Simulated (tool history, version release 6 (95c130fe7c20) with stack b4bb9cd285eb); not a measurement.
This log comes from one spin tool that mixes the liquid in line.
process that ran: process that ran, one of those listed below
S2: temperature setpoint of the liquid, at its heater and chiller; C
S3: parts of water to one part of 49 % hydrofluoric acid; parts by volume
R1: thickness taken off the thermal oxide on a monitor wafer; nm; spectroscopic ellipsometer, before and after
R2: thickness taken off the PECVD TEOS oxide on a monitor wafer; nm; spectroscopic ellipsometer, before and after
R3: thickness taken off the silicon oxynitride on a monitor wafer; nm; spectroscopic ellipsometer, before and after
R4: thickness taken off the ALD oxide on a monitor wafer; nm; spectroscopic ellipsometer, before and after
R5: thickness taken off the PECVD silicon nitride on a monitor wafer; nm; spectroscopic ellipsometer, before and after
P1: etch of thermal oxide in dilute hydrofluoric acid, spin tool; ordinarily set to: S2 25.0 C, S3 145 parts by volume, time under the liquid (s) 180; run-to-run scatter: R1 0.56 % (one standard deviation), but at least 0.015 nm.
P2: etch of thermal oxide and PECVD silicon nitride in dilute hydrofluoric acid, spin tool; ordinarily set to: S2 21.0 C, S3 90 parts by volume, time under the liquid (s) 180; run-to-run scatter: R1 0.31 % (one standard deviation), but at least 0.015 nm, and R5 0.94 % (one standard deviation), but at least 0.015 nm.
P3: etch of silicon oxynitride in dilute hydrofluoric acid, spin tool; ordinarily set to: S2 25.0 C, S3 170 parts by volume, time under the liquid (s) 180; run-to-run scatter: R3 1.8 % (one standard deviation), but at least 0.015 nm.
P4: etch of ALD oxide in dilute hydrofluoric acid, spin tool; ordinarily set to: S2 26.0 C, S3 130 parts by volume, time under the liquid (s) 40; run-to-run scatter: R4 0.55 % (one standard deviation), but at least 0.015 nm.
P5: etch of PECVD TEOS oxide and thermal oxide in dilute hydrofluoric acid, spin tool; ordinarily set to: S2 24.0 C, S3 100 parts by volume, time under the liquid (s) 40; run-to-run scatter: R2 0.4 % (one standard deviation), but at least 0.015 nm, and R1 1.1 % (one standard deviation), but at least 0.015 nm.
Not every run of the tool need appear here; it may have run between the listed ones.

run 1 day=0.129 | process_that_ran=P1 S2=25.0 S3=145 time_under_the_liquid_(s)=180 | R1=5.68710
run 2 day=0.279 | process_that_ran=P1 S2=25.0 S3=145 time_under_the_liquid_(s)=180 | R1=5.56980
run 3 day=0.383 | process_that_ran=P1 S2=17.0 S3=145 time_under_the_liquid_(s)=45 | R1=1.01500
run 4 day=0.488 | process_that_ran=P1 S2=25.0 S3=145 time_under_the_liquid_(s)=280 | R1=8.79210
run 5 day=0.579 | process_that_ran=P1 S2=25.0 S3=190 time_under_the_liquid_(s)=25 | R1=0.56139
run 6 day=0.733 | process_that_ran=P5 S2=24.0 S3=35 time_under_the_liquid_(s)=40 | R1=5.82240 R2=15.0310
run 7 day=0.829 | process_that_ran=P3 S2=25.0 S3=170 time_under_the_liquid_(s)=180 | R3=1.45670
run 8 day=0.954 | process_that_ran=P1 S2=25.0 S3=145 time_under_the_liquid_(s)=30 | R1=0.94557
run 9 day=1.050 | process_that_ran=P4 S2=26.0 S3=130 time_under_the_liquid_(s)=15 | R4=1.7509
run 10 day=1.188 | process_that_ran=P1 S2=25.0 S3=145 time_under_the_liquid_(s)=180 | R1=5.67410
-- day=1.288 hydrofluoric acid flow meter replaced
run 11 day=1.350 | process_that_ran=P3 S2=30.5 S3=170 time_under_the_liquid_(s)=180 | R3=1.97370
run 12 day=1.438 | process_that_ran=P4 S2=34.0 S3=130 time_under_the_liquid_(s)=40 | R4=6.2812
run 13 day=1.554 | process_that_ran=P5 S2=24.0 S3=100 time_under_the_liquid_(s)=40 | R1=1.89700 R2=4.9185
run 14 day=1.675 | process_that_ran=P1 S2=25.0 S3=90 time_under_the_liquid_(s)=180 | R1=9.70190
run 15 day=1.800 | process_that_ran=P2 S2=21.0 S3=145 time_under_the_liquid_(s)=180 | R1=4.77270 R5=1.7407
run 16 day=1.950 | process_that_ran=P5 S2=30.5 S3=100 time_under_the_liquid_(s)=40 | R1=2.41580 R2=6.2627
run 17 day=2.121 | process_that_ran=P5 S2=24.0 S3=100 time_under_the_liquid_(s)=15 | R1=0.70069 R2=1.8284
run 18 day=2.300 | process_that_ran=P1 S2=25.0 S3=260 time_under_the_liquid_(s)=180 | R1=2.74260
run 19 day=2.475 | process_that_ran=P2 S2=21.0 S3=90 time_under_the_liquid_(s)=305 | R1=13.72800 R5=4.8952
run 20 day=2.629 | process_that_ran=P3 S2=25.0 S3=170 time_under_the_liquid_(s)=335 | R3=2.70510
run 21 day=2.738 | process_that_ran=P4 S2=26.0 S3=130 time_under_the_liquid_(s)=40 | R4=4.6799
run 22 day=2.838 | process_that_ran=P1 S2=25.0 S3=145 time_under_the_liquid_(s)=180 | R1=5.66180
run 23 day=2.962 | process_that_ran=P2 S2=29.0 S3=90 time_under_the_liquid_(s)=180 | R1=11.14400 R5=4.7302
run 24 day=3.075 | process_that_ran=P1 S2=32.0 S3=145 time_under_the_liquid_(s)=180 | R1=7.24110
run 25 day=3.179 | process_that_ran=P1 S2=20.5 S3=145 time_under_the_liquid_(s)=180 | R1=4.77130
run 26 day=3.308 | process_that_ran=P4 S2=26.0 S3=130 time_under_the_liquid_(s)=40 | R4=4.6541
run 27 day=3.492 | process_that_ran=P2 S2=21.0 S3=90 time_under_the_liquid_(s)=180 | R1=8.19430 R5=2.7613
run 28 day=3.650 | process_that_ran=P1 S2=25.0 S3=145 time_under_the_liquid_(s)=180 | R1=5.62220
run 29 day=3.771 | process_that_ran=P3 S2=25.0 S3=280 time_under_the_liquid_(s)=180 | R3=0.83913
run 30 day=3.900 | process_that_ran=P1 S2=25.0 S3=145 time_under_the_liquid_(s)=180 | R1=5.66210
run 31 day=4.033 | process_that_ran=P4 S2=26.0 S3=25 time_under_the_liquid_(s)=40 | R4=27.8290
run 32 day=4.217 | process_that_ran=P1 S2=25.0 S3=145 time_under_the_liquid_(s)=180 | R1=5.61430
run 33 day=4.296 | process_that_ran=P1 S2=25.0 S3=145 time_under_the_liquid_(s)=180 | R1=5.57310
run 34 day=4.392 | process_that_ran=P1 S2=25.0 S3=145 time_under_the_liquid_(s)=180 | R1=5.49500
run 35 day=4.496 | process_that_ran=P1 S2=25.0 S3=145 time_under_the_liquid_(s)=180 | R1=5.44580
run 36 day=4.667 | process_that_ran=P1 S2=25.0 S3=145 time_under_the_liquid_(s)=180 | R1=5.39650
run 37 day=4.825 | process_that_ran=P1 S2=25.0 S3=145 time_under_the_liquid_(s)=180 | R1=5.38060
run 38 day=4.921 | process_that_ran=P1 S2=25.0 S3=145 time_under_the_liquid_(s)=180 | R1=5.34160
run 39 day=5.088 | process_that_ran=P1 S2=25.0 S3=145 time_under_the_liquid_(s)=180 | R1=5.33380
run 40 day=5.267 | process_that_ran=P1 S2=25.0 S3=145 time_under_the_liquid_(s)=180 | R1=5.41500
run 41 day=5.358 | process_that_ran=P1 S2=25.0 S3=145 time_under_the_liquid_(s)=180 | R1=5.27760

P1 no longer gives what it gave before; its output has crept away from where it was. The following 2 causes, each at its listed size, fit the log equally well:
A: hydrofluoric acid flow below the setpoint (%) = 5.1
B: liquid colder than its thermometer reads (K) = 1.61
The process output started creeping at around day 4.217.

You are offered 4 check runs, listed below with question marks in place of their results; each one averages 3 wafers. Which run separates the listed causes by giving clearly different results for each?
run check 1 day=5.450 | process_that_ran=P2 S2=28.0 S3=145 time_under_the_liquid_(s)=180 | R1=? R5=?
run check 2 day=5.450 | process_that_ran=P3 S2=25.0 S3=260 time_under_the_liquid_(s)=180 | R3=?
run check 3 day=5.450 | process_that_ran=P4 S2=33.0 S3=130 time_under_the_liquid_(s)=15 | R4=?
run check 4 day=5.450 | process_that_ran=P5 S2=28.0 S3=100 time_under_the_liquid_(s)=20 | R1=? R2=?

If the cause were each of the candidates in turn, the checks would give the following:
check=check_1 result=R1 if_A=5.83710 if_B=5.85050
check=check_1 result=R5 if_A=2.6295 if_B=2.5048
check=check_2 result=R3 if_A=0.85567 if_B=0.84971
check=check_3 result=R4 if_A=2.1179 if_B=2.1282
check=check_4 result=R1 if_A=1.04020 if_B=1.03770
check=check_4 result=R2 if_A=2.6806 if_B=2.6741
Smallest distance between any two causes, each pair judged by its most separating result, in per cent: check 1 4.86 %; check 2 0.7 %; check 3 0.48 %; check 4 0.24 %
Of the check runs offered, only check 1 discriminates between the causes; the rest would read about the same regardless of which cause applies.

The results of check 1 are: R1 5.85220 nm; R5 2.4890 nm. Based on these, which of the listed causes is it?

Of the candidate causes, it is B: liquid colder than its thermometer reads (K).

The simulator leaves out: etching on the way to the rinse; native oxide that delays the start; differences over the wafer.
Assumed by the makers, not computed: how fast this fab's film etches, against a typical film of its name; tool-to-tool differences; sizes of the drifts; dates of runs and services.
